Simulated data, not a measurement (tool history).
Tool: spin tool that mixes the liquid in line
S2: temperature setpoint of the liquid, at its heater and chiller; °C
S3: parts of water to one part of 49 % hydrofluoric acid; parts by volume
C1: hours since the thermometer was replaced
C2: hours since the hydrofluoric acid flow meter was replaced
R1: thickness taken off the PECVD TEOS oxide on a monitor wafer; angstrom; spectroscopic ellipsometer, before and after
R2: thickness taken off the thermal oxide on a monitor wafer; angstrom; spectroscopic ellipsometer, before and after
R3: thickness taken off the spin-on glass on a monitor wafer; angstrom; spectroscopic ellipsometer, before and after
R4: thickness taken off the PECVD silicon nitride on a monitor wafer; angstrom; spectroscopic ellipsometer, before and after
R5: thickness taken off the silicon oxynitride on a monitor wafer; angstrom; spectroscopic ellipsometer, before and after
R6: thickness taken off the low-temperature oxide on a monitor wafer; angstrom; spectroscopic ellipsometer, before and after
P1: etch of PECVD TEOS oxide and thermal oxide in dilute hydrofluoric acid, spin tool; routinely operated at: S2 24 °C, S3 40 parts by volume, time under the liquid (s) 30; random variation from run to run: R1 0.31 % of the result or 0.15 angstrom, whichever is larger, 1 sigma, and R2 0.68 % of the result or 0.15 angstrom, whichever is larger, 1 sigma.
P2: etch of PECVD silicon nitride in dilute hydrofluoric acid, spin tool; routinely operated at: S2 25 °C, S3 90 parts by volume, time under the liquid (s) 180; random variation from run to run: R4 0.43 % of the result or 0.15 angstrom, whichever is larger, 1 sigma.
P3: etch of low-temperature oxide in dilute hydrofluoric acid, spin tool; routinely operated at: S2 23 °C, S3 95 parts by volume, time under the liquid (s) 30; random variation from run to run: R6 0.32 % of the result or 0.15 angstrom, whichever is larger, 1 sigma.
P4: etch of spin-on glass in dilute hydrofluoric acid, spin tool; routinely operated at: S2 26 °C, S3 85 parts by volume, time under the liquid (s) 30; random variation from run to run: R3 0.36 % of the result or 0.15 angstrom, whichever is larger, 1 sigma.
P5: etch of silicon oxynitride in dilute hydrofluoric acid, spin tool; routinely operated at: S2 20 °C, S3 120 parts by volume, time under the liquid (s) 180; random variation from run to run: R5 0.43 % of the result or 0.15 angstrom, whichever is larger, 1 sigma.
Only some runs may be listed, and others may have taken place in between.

Run 1, hour 9.5: process that ran P1, S2 24 °C, S3 40 parts by volume, time under the liquid (s) 30; C1 1115.7; C2 312.8. Result: R1 138.81 angstrom, R2 38.798 angstrom.
Run 2, hour 27.4: process that ran P4, S2 19.5 °C, S3 85 parts by volume, time under the liquid (s) 30; C1 1133.6; C2 330.7. Result: R3 116.75 angstrom.
Run 3, hour 36.2: process that ran P2, S2 25 °C, S3 90 parts by volume, time under the liquid (s) 180; C1 1142.4; C2 339.5. Result: R4 49.263 angstrom.
Run 4, hour 54.5: process that ran P5, S2 20 °C, S3 120 parts by volume, time under the liquid (s) 50; C1 1160.7; C2 357.8. Result: R5 16.284 angstrom.
Run 5, hour 72.1: process that ran P1, S2 24 °C, S3 60 parts by volume, time under the liquid (s) 30; C1 1178.3; C2 375.4. Result: R1 90.427 angstrom, R2 25.479 angstrom.
Run 6, hour 84.5: process that ran P3, S2 23 °C, S3 95 parts by volume, time under the liquid (s) 30; C1 1190.7; C2 387.8. Result: R6 103 angstrom.
Run 7, hour 101.4: process that ran P2, S2 25 °C, S3 30 parts by volume, time under the liquid (s) 180; C1 1207.6; C2 404.7. Result: R4 143.86 angstrom.
Run 8, hour 113.6: process that ran P4, S2 26 °C, S3 45 parts by volume, time under the liquid (s) 30; C1 1219.8; C2 416.9. Result: R3 303.93 angstrom.
Run 9, hour 132.2: process that ran P3, S2 23 °C, S3 95 parts by volume, time under the liquid (s) 30; C1 1238.4; C2 435.5. Result: R6 103.26 angstrom.
Run 10, hour 149.6: process that ran P1, S2 24 °C, S3 40 parts by volume, time under the liquid (s) 30; C1 1255.8; C2 452.9. Result: R1 139.27 angstrom, R2 39.594 angstrom.
Run 11, hour 160.8: process that ran P1, S2 24 °C, S3 25 parts by volume, time under the liquid (s) 15; C1 1267; C2 464.1. Result: R1 113.5 angstrom, R2 32.554 angstrom.
Run 12, hour 172.1: process that ran P3, S2 23 °C, S3 135 parts by volume, time under the liquid (s) 30; C1 1278.3; C2 475.4. Result: R6 69.029 angstrom.
Run 13, hour 186.3: process that ran P1, S2 20 °C, S3 40 parts by volume, time under the liquid (s) 15; C1 1292.5; C2 489.6. Result: R1 58.51 angstrom, R2 16.553 angstrom.
Run 14, hour 195.1: process that ran P1, S2 24 °C, S3 20 parts by volume, time under the liquid (s) 30; C1 1301.3; C2 498.4. Result: R1 285.44 angstrom, R2 81.08 angstrom.
Run 15, hour 209.4: process that ran P1, S2 24 °C, S3 40 parts by volume, time under the liquid (s) 30; C1 1315.6; C2 512.7. Result: R1 138.7 angstrom, R2 39.372 angstrom.
Run 16, hour 223.1: process that ran P1, S2 31 °C, S3 20 parts by volume, time under the liquid (s) 30; C1 1329.3; C2 526.4. Result: R1 382.56 angstrom, R2 108.41 angstrom.
Run 17, hour 239.7: process that ran P2, S2 25 °C, S3 90 parts by volume, time under the liquid (s) 180; C1 1345.9; C2 543. Result: R4 48.997 angstrom.
Run 18, hour 258.5: process that ran P5, S2 20 °C, S3 65 parts by volume, time under the liquid (s) 180; C1 1364.7; C2 561.8. Result: R5 111.86 angstrom.
Run 19, hour 272.1: process that ran P4, S2 26 °C, S3 85 parts by volume, time under the liquid (s) 15; C1 1378.3; C2 575.4. Result: R3 75.309 angstrom.
Run 20, hour 289.4: process that ran P5, S2 20 °C, S3 120 parts by volume, time under the liquid (s) 180; C1 1395.6; C2 592.7. Result: R5 58.706 angstrom.
Run 21, hour 299.3: process that ran P1, S2 24 °C, S3 40 parts by volume, time under the liquid (s) 30; C1 1405.5; C2 602.6. Result: R1 139.15 angstrom, R2 39.906 angstrom.
Run 22, hour 311.7: process that ran P2, S2 25 °C, S3 90 parts by volume, time under the liquid (s) 355; C1 1417.9; C2 615. Result: R4 97.003 angstrom.
Run 23, hour 323.2: process that ran P3, S2 23 °C, S3 95 parts by volume, time under the liquid (s) 15; C1 1429.4; C2 626.5. Result: R6 51.487 angstrom.
Run 24, hour 331.8: process that ran P1, S2 24 °C, S3 40 parts by volume, time under the liquid (s) 30; C1 1438; C2 635.1. Result: R1 140.33 angstrom, R2 39.443 angstrom.
Run 25, hour 346.7: process that ran P1, S2 24 °C, S3 40 parts by volume, time under the liquid (s) 15; C1 1452.9; C2 650. Result: R1 69.374 angstrom, R2 19.635 angstrom.
Run 26, hour 361.4: process that ran P5, S2 20 °C, S3 120 parts by volume, time under the liquid (s) 180; C1 1467.6; C2 664.7. Result: R5 58.711 angstrom.
Run 27, hour 375: process that ran P1, S2 20 °C, S3 40 parts by volume, time under the liquid (s) 30; C1 1481.2; C2 678.3. Result: R1 117.26 angstrom, R2 33.322 angstrom.
Run 28, hour 393.4: process that ran P1, S2 24 °C, S3 40 parts by volume, time under the liquid (s) 50; C1 1499.6; C2 696.7. Result: R1 232.29 angstrom, R2 65.419 angstrom.
Run 29, hour 406.9: process that ran P1, S2 27.5 °C, S3 40 parts by volume, time under the liquid (s) 30; C1 1513.1; C2 710.2. Result: R1 160.84 angstrom, R2 45.212 angstrom.
Run 30, hour 424.1: process that ran P3, S2 17 °C, S3 95 parts by volume, time under the liquid (s) 30; C1 1530.3; C2 727.4. Result: R6 81.186 angstrom.
Run 31, hour 436: process that ran P2, S2 18.5 °C, S3 90 parts by volume, time under the liquid (s) 180; C1 1542.2; C2 739.3. Result: R4 31.337 angstrom.
Run 32, hour 445.2: process that ran P4, S2 26 °C, S3 85 parts by volume, time under the liquid (s) 30; C1 1551.4; C2 748.5. Result: R3 151.74 angstrom.
Run 33, hour 453.8: process that ran P5, S2 26.5 °C, S3 120 parts by volume, time under the liquid (s) 180; C1 1560; C2 757.1. Result: R5 78.706 angstrom.
Run 34, hour 468.6: process that ran P4, S2 26 °C, S3 85 parts by volume, time under the liquid (s) 30; C1 1574.8; C2 771.9. Result: R3 151.92 angstrom.
Run 35, hour 480.5: process that ran P1, S2 24 °C, S3 40 parts by volume, time under the liquid (s) 30; C1 1586.7; C2 783.8. Result: R1 139.26 angstrom, R2 39.71 angstrom.
Run 36, hour 490.6: process that ran P1, S2 24 °C, S3 40 parts by volume, time under the liquid (s) 30; C1 1596.8; C2 793.9. Result: R1 142.92 angstrom, R2 40.045 angstrom.
Run 37, hour 506.3: process that ran P1, S2 24 °C, S3 40 parts by volume, time under the liquid (s) 30; C1 1612.5; C2 809.6. Result: R1 145.2 angstrom, R2 41.195 angstrom.
Run 38, hour 520.5: process that ran P1, S2 24 °C, S3 40 parts by volume, time under the liquid (s) 30; C1 1626.7; C2 823.8. Result: R1 146.04 angstrom, R2 41.574 angstrom.
Run 39, hour 533.2: process that ran P1, S2 24 °C, S3 40 parts by volume, time under the liquid (s) 30; C1 1639.4; C2 836.5. Result: R1 146.48 angstrom, R2 42.106 angstrom.
Run 40, hour 551.3: process that ran P1, S2 24 °C, S3 40 parts by volume, time under the liquid (s) 30; C1 1657.5; C2 854.6. Result: R1 147.13 angstrom, R2 40.911 angstrom.
Run 41, hour 565.1: process that ran P1, S2 24 °C, S3 40 parts by volume, time under the liquid (s) 30; C1 1671.3; C2 868.4. Result: R1 147.01 angstrom, R2 41.728 angstrom.

The output of P1 has drifted from where it used to be. Each of the 2 causes below, taken at the size shown beside it, accounts for the log equally well:
A: hydrofluoric acid flow above the setpoint (%) = 5.58
B: liquid hotter than its thermometer reads (K) = 1.39
The process output started creeping at around hour 480.5.

Consider the 4 single-wafer check runs listed below, results given as question marks: which one distinguishes between the causes by giving clearly different results for each?
Run check 1, hour 578.9: process that ran P2, S2 25 °C, S3 45 parts by volume, time under the liquid (s) 350. Result: R4 ?.
Run check 2, hour 578.9: process that ran P3, S2 18 °C, S3 95 parts by volume, time under the liquid (s) 15. Result: R6 ?.
Run check 3, hour 578.9: process that ran P4, S2 21.5 °C, S3 85 parts by volume, time under the liquid (s) 30. Result: R3 ?.
Run check 4, hour 578.9: process that ran P5, S2 26 °C, S3 120 parts by volume, time under the liquid (s) 180. Result: R5 ?.

Outcome of each check run for each possible cause:
  check  result    if A    if B
check 1      R4  198.33  206.35
check 2      R6  44.849   44.77
check 3      R3  134.32  133.92
check 4      R5  82.094  82.379
Distance between the nearest two causes, measured in the result of the check that separates them most: check 1 3.97 %; check 2 0.18 %; check 3 0.3 %; check 4 0.35 %
Check 1 tells the causes apart: in the others they would give nearly the same result.

Running check 1 produced the following: R4 206.08 angstrom. Which one of the listed causes fits?

It is B: liquid hotter than its thermometer reads (K).
